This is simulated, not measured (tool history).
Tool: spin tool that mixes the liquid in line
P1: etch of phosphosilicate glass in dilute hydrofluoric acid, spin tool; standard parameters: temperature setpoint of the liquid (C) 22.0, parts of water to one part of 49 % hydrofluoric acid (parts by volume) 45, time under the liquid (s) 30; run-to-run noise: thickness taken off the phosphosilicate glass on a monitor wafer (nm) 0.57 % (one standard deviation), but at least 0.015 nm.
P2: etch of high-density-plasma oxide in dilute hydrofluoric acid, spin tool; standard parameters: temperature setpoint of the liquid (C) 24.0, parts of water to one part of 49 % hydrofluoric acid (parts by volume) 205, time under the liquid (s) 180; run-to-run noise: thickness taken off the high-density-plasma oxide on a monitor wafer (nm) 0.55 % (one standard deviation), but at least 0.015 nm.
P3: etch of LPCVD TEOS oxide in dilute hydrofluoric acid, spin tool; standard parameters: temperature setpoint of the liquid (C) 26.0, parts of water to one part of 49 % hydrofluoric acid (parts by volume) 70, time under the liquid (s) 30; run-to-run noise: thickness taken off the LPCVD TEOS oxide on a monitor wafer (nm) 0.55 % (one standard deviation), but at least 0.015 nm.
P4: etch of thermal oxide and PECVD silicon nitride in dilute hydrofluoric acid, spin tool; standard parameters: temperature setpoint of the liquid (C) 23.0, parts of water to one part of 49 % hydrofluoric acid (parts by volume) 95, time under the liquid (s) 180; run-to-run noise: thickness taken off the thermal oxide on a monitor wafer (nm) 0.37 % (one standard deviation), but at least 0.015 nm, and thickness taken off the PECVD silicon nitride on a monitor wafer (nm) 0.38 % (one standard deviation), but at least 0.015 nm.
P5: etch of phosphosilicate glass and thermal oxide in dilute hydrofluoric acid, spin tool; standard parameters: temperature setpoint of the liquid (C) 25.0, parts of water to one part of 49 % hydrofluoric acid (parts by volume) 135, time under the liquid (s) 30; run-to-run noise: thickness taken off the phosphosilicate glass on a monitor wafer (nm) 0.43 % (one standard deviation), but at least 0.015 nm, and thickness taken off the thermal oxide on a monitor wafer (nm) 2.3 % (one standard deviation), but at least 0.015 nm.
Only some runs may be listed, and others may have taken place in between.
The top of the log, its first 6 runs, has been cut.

run,hour,process that ran,temperature setpoint of the liquid (C),parts of water to one part of 49 % hydrofluoric acid (parts by volume),time under the liquid (s),hours since the thermometer was replaced,hours since the hydrofluoric acid flow meter was replaced,thickness taken off the phosphosilicate glass on a monitor wafer (nm),thickness taken off the thermal oxide on a monitor wafer (nm),thickness taken off the high-density-plasma oxide on a monitor wafer (nm),thickness taken off the PECVD silicon nitride on a monitor wafer (nm),thickness taken off the LPCVD TEOS oxide on a monitor wafer (nm)
7,52.8,P1,17.0,45,30,589.3,1184.0,47.263,,,,
8,57.5,P1,17.0,30,30,594.0,1188.7,72.082,,,,
9,62.2,P1,22.0,45,30,598.7,1193.4,57.784,,,,
10,70.3,P1,22.0,45,30,606.8,1201.5,58.193,,,,
11,76.6,P1,22.0,20,30,613.1,1207.8,136.000,,,,
12,83.2,P1,22.0,45,30,619.7,1214.4,58.508,,,,
13,93.0,P4,23.0,95,180,629.5,1224.2,,8.55480,,6.374,
14,97.5,P5,25.0,250,30,634.0,1228.7,10.827,0.51347,,,
15,107.4,P1,30.0,45,30,643.9,1238.6,81.107,,,,
16,117.3,P4,23.0,95,355,653.8,1248.5,,16.78000,,12.635,
17,123.3,P1,22.0,45,30,659.8,1254.5,58.328,,,,
18,131.2,P2,24.0,90,180,667.7,1262.4,,,10.03600,,
19,139.6,P4,23.0,95,180,676.1,1270.8,,8.56100,,6.429,
20,144.5,P3,26.0,70,15,681.0,1275.7,,,,,10.628

Forecast run 21:
21,151.6,P5,25.0,135,30,688.1,1282.8,?,?,,,

thickness taken off the phosphosilicate glass on a monitor wafer (nm): 22.522
thickness taken off the thermal oxide on a monitor wafer (nm): 1.04450
